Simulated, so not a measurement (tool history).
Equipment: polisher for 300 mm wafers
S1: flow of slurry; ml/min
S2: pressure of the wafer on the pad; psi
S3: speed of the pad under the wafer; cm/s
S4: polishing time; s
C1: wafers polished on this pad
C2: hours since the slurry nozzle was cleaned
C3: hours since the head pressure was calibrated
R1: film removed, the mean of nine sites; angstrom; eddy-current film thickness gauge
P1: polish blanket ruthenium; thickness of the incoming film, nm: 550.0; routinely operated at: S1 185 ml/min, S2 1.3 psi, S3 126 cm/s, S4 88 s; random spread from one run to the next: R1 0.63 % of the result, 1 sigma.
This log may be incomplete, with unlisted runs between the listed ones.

run 1 hour=5.6 | S1=185 S2=1.3 S3=126 S4=88 | C1=479 C2=336.7 C3=733.5 | R1=841.03
run 2 hour=13.1 | S1=185 S2=0.6 S3=126 S4=88 | C1=580 C2=344.2 C3=741 | R1=391.34
-- hour=22.8 slurry nozzle cleaned
run 3 hour=23.5 | S1=185 S2=1.8 S3=126 S4=88 | C1=720 C2=0.7 C3=751.4 | R1=1176.8
run 4 hour=29.5 | S1=185 S2=1.3 S3=126 S4=133 | C1=800 C2=6.7 C3=757.4 | R1=1279.6
run 5 hour=35 | S1=110 S2=1.3 S3=126 S4=88 | C1=874 C2=12.2 C3=762.9 | R1=767.86
run 6 hour=42.3 | S1=280 S2=1.3 S3=126 S4=88 | C1=972 C2=19.5 C3=770.2 | R1=883.91
run 7 hour=50.3 | S1=230 S2=1.3 S3=126 S4=114 | C1=1079 C2=27.5 C3=778.2 | R1=1121.6
run 8 hour=58.2 | S1=185 S2=1.3 S3=182 S4=88 | C1=1185 C2=35.4 C3=786.1 | R1=1213.4
run 9 hour=69.7 | S1=185 S2=1 S3=156 S4=88 | C1=1340 C2=46.9 C3=797.6 | R1=799.84
run 10 hour=79.7 | S1=185 S2=1.8 S3=126 S4=118 | C1=1474 C2=56.9 C3=807.6 | R1=1563.6
run 11 hour=85.9 | S1=185 S2=1.3 S3=126 S4=88 | C1=1557 C2=63.1 C3=813.8 | R1=832.99
run 12 hour=97.6 | S1=185 S2=1.3 S3=126 S4=88 | C1=1714 C2=74.8 C3=825.5 | R1=832.42
run 13 hour=104.4 | S1=185 S2=1.3 S3=78 S4=88 | C1=1805 C2=81.6 C3=832.3 | R1=520.91
run 14 hour=116.5 | S1=185 S2=1.3 S3=126 S4=88 | C1=1968 C2=93.7 C3=844.4 | R1=833.76
run 15 hour=127.7 | S1=185 S2=1.3 S3=126 S4=49 | C1=2118 C2=104.9 C3=855.6 | R1=469.98
run 16 hour=136.1 | S1=185 S2=1.3 S3=126 S4=88 | C1=2231 C2=113.3 C3=864 | R1=843.75
run 17 hour=143.3 | S1=185 S2=1.3 S3=126 S4=88 | C1=2327 C2=120.5 C3=871.2 | R1=831
run 18 hour=150.5 | S1=185 S2=1.3 S3=126 S4=88 | C1=2424 C2=127.7 C3=878.4 | R1=832.77
run 19 hour=161.7 | S1=185 S2=1.3 S3=126 S4=88 | C1=2574 C2=138.9 C3=889.6 | R1=820.03
run 20 hour=174.2 | S1=185 S2=1.3 S3=126 S4=88 | C1=2742 C2=151.4 C3=902.1 | R1=799.77
-- hour=179 head pressure recalibrated
run 21 hour=180.1 | S1=185 S2=1.3 S3=126 S4=88 | C1=2821 C2=157.3 C3=1.1 | R1=794.62
run 22 hour=189.7 | S1=185 S2=1.3 S3=126 S4=88 | C1=2950 C2=166.9 C3=10.7 | R1=786.94
run 23 hour=199.3 | S1=185 S2=1.3 S3=126 S4=88 | C1=3079 C2=176.5 C3=20.3 | R1=789.17
run 24 hour=207.4 | S1=185 S2=1.3 S3=126 S4=88 | C1=3188 C2=184.6 C3=28.4 | R1=783.08
run 25 hour=214.2 | S1=185 S2=1.3 S3=126 S4=88 | C1=3279 C2=191.4 C3=35.2 | R1=777.74
run 26 hour=224.4 | S1=185 S2=1.3 S3=126 S4=88 | C1=3416 C2=201.6 C3=45.4 | R1=773.43
run 27 hour=234.1 | S1=185 S2=1.3 S3=126 S4=88 | C1=3546 C2=211.3 C3=55.1 | R1=770.32
run 28 hour=243.6 | S1=185 S2=1.3 S3=126 S4=88 | C1=3673 C2=220.8 C3=64.6 | R1=778.34

Something has made what P1 gives creep away from where it was; the 2 causes below, each at its own stated size, fit the log equally well:
A: removal rate lost through wear of the pad, % = 8.19
B: slurry flow missing at the pad, % = 38.2
The onset of the drift is placed at about hour 143.3.
Why every other cause is out:
head's pressure below its setpoint, %: its service at hour 179 followed the start of the drift and did not put the process back to its old value

Of the 4 check runs listed below, each run on one wafer and each result written as a question mark, which would let you distinguish the listed causes because they would give clearly different results?
run check 1 hour=253.1 | S1=185 S2=0.8 S3=126 S4=88 | R1=?
run check 2 hour=253.1 | S1=185 S2=0.6 S3=126 S4=88 | R1=?
run check 3 hour=253.1 | S1=110 S2=1.8 S3=126 S4=88 | R1=?
run check 4 hour=253.1 | S1=185 S2=0.6 S3=126 S4=131 | R1=?

What each check would give under each cause:
check=check_1 result=R1 if_A=475.11 if_B=475.06
check=check_2 result=R1 if_A=356.33 if_B=356.29
check=check_3 result=R1 if_A=972.91 if_B=925
check=check_4 result=R1 if_A=530.45 if_B=530.39
Per check, the gap between the least separated pair of causes, taken in the result that splits them most: check 1 0.01 %; check 2 0.01 %; check 3 5.05 %; check 4 0.01 %
Only in check 3 would the causes give clearly different results; in the remaining checks their results would be nearly the same.

Check 3 was carried out, with these results: R1 926.02 angstrom. Which of the listed causes is responsible?

It is B: slurry flow missing at the pad, %.

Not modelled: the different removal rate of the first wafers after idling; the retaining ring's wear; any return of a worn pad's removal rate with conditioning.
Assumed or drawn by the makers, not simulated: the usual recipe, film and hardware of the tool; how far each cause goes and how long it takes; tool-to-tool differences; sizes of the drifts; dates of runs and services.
